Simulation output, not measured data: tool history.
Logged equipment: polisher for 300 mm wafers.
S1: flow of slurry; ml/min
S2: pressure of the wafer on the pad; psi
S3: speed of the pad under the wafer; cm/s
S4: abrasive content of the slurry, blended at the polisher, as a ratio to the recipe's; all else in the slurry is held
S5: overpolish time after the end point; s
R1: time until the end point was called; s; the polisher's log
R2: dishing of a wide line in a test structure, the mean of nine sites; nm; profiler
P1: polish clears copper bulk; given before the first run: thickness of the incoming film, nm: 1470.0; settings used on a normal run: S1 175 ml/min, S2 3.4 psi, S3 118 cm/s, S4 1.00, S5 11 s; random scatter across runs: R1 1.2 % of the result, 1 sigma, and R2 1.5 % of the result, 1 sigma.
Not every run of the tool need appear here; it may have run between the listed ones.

run 1 day=0.662 | S1=175 S2=3.4 S3=118 S4=1.00 S5=11 | R1=93.648 R2=98.280
run 2 day=1.296 | S1=175 S2=3.4 S3=118 S4=0.55 S5=6 | R1=104.500 R2=57.564
run 3 day=1.892 | S1=175 S2=3.4 S3=118 S4=1.00 S5=3 | R1=94.591 R2=33.993
run 4 day=2.583 | S1=175 S2=3.4 S3=86 S4=1.00 S5=11 | R1=126.440 R2=75.816
run 5 day=3.117 | S1=105 S2=3.4 S3=118 S4=1.00 S5=11 | R1=105.240 R2=92.261
run 6 day=3.525 | S1=175 S2=3.4 S3=118 S4=1.45 S5=11 | R1=85.881 R2=105.120
run 7 day=4.279 | S1=175 S2=3.4 S3=118 S4=0.50 S5=11 | R1=105.830 R2=91.376
run 8 day=4.992 | S1=175 S2=3.4 S3=188 S4=1.00 S5=11 | R1=59.285 R2=131.750
run 9 day=5.654 | S1=175 S2=3.4 S3=118 S4=1.00 S5=11 | R1=95.677 R2=99.466
run 10 day=6.217 | S1=175 S2=3.4 S3=118 S4=1.00 S5=11 | R1=93.684 R2=98.538
run 11 day=6.571 | S1=175 S2=3.4 S3=118 S4=1.00 S5=11 | R1=92.428 R2=97.326
run 12 day=7.325 | S1=175 S2=3.4 S3=118 S4=1.00 S5=11 | R1=92.601 R2=100.290
run 13 day=7.925 | S1=175 S2=4.8 S3=118 S4=1.00 S5=11 | R1=65.859 R2=130.800
run 14 day=8.533 | S1=175 S2=3.4 S3=118 S4=1.00 S5=22 | R1=94.657 R2=144.930
run 15 day=8.988 | S1=175 S2=5.1 S3=118 S4=1.30 S5=11 | R1=58.825 R2=139.320
run 16 day=9.425 | S1=225 S2=3.4 S3=118 S4=1.00 S5=20 | R1=90.188 R2=140.780
run 17 day=9.992 | S1=175 S2=1.7 S3=118 S4=1.00 S5=11 | R1=188.270 R2=54.149
run 18 day=10.375 | S1=175 S2=3.4 S3=118 S4=1.00 S5=11 | R1=94.340 R2=96.777
run 19 day=10.783 | S1=270 S2=3.4 S3=118 S4=1.00 S5=11 | R1=89.726 R2=103.290
run 20 day=11.262 | S1=175 S2=3.4 S3=118 S4=1.00 S5=11 | R1=95.482 R2=98.200
run 21 day=11.896 | S1=175 S2=3.4 S3=118 S4=1.00 S5=11 | R1=96.220 R2=97.095
run 22 day=12.421 | S1=175 S2=3.4 S3=118 S4=1.00 S5=11 | R1=95.865 R2=95.807
run 23 day=13.112 | S1=175 S2=3.4 S3=118 S4=1.00 S5=11 | R1=98.963 R2=97.136
run 24 day=13.750 | S1=175 S2=3.4 S3=118 S4=1.00 S5=11 | R1=100.730 R2=95.544
run 25 day=14.125 | S1=175 S2=3.4 S3=118 S4=1.00 S5=11 | R1=101.680 R2=92.668
-- day=14.421 slurry blender recalibrated
run 26 day=14.471 | S1=175 S2=3.4 S3=118 S4=1.00 S5=11 | R1=100.260 R2=94.655
run 27 day=15.000 | S1=175 S2=3.4 S3=118 S4=1.00 S5=11 | R1=100.450 R2=94.381
-- day=15.050 head pressure recalibrated
run 28 day=15.692 | S1=175 S2=3.4 S3=118 S4=1.00 S5=11 | R1=104.560 R2=93.203

Predict the results of run 29:
run 29 day=16.433 | S1=175 S2=3.4 S3=118 S4=1.00 S5=11 | R1=? R2=?

For run 29 the tool returned R1 103.720 s, R2 91.637 nm.
